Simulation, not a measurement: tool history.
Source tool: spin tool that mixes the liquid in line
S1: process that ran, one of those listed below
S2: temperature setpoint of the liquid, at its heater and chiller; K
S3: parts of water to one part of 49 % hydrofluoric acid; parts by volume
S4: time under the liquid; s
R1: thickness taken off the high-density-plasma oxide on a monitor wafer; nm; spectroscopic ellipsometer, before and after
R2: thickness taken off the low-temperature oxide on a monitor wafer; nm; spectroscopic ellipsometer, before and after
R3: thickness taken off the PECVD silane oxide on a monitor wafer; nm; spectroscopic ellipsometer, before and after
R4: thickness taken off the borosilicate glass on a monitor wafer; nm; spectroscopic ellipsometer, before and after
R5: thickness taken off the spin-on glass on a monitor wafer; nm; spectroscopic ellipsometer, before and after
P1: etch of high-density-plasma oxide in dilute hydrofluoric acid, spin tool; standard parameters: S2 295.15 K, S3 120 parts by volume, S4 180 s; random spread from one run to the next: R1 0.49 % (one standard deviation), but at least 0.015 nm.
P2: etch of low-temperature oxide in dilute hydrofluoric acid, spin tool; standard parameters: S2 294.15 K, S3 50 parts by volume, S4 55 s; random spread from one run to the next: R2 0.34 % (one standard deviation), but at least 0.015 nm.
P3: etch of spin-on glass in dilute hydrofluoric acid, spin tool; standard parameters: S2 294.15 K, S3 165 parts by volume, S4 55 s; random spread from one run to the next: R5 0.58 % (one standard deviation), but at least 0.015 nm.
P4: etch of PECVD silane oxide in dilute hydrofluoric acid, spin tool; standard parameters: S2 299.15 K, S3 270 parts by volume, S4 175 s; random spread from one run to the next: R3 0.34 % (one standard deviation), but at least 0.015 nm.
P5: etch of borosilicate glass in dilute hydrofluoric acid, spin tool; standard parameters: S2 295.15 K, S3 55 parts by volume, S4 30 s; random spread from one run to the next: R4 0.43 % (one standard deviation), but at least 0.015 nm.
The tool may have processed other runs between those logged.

run,hour,S1,S2,S3,S4,R1,R2,R3,R4,R5
1,4.1,P1,295.15,120,180,6.93730,,,,
2,6.9,P2,290.15,50,55,,19.355,,,
3,9.8,P4,290.65,270,175,,,18.277,,
4,13.2,P1,295.15,120,180,6.89770,,,,
5,17.0,P1,295.15,120,180,6.95590,,,,
6,21.3,P5,295.15,100,30,,,,6.3071,
7,24.1,P2,294.15,50,55,,23.093,,,
8,26.8,P3,290.15,165,55,,,,,12.803
9,28.8,P1,295.15,120,355,13.72700,,,,
10,31.5,P4,299.15,270,305,,,43.487,,
11,34.7,P1,291.15,120,180,5.87040,,,,
12,38.2,P1,300.15,120,180,8.40480,,,,
13,42.5,P5,290.15,55,30,,,,9.8353,
14,45.2,P5,295.15,55,15,,,,6.0557,
15,47.3,P3,294.15,60,55,,,,,46.728
16,49.2,P4,299.15,270,175,,,25.043,,
17,51.7,P5,295.15,55,30,,,,12.2040,
18,55.7,P1,295.15,190,180,4.03400,,,,
19,59.4,P2,294.15,80,55,,13.957,,,
20,63.0,P3,294.15,165,55,,,,,15.100
21,66.2,P4,299.15,485,175,,,11.314,,
22,68.6,P1,295.15,35,180,26.47400,,,,
23,71.3,P1,295.15,120,25,0.94861,,,,

Estimate the outcome of run 24 from the log above:
24,73.8,P2,294.15,50,55,,?,,,

Run 24 produced R2 23.102 nm.

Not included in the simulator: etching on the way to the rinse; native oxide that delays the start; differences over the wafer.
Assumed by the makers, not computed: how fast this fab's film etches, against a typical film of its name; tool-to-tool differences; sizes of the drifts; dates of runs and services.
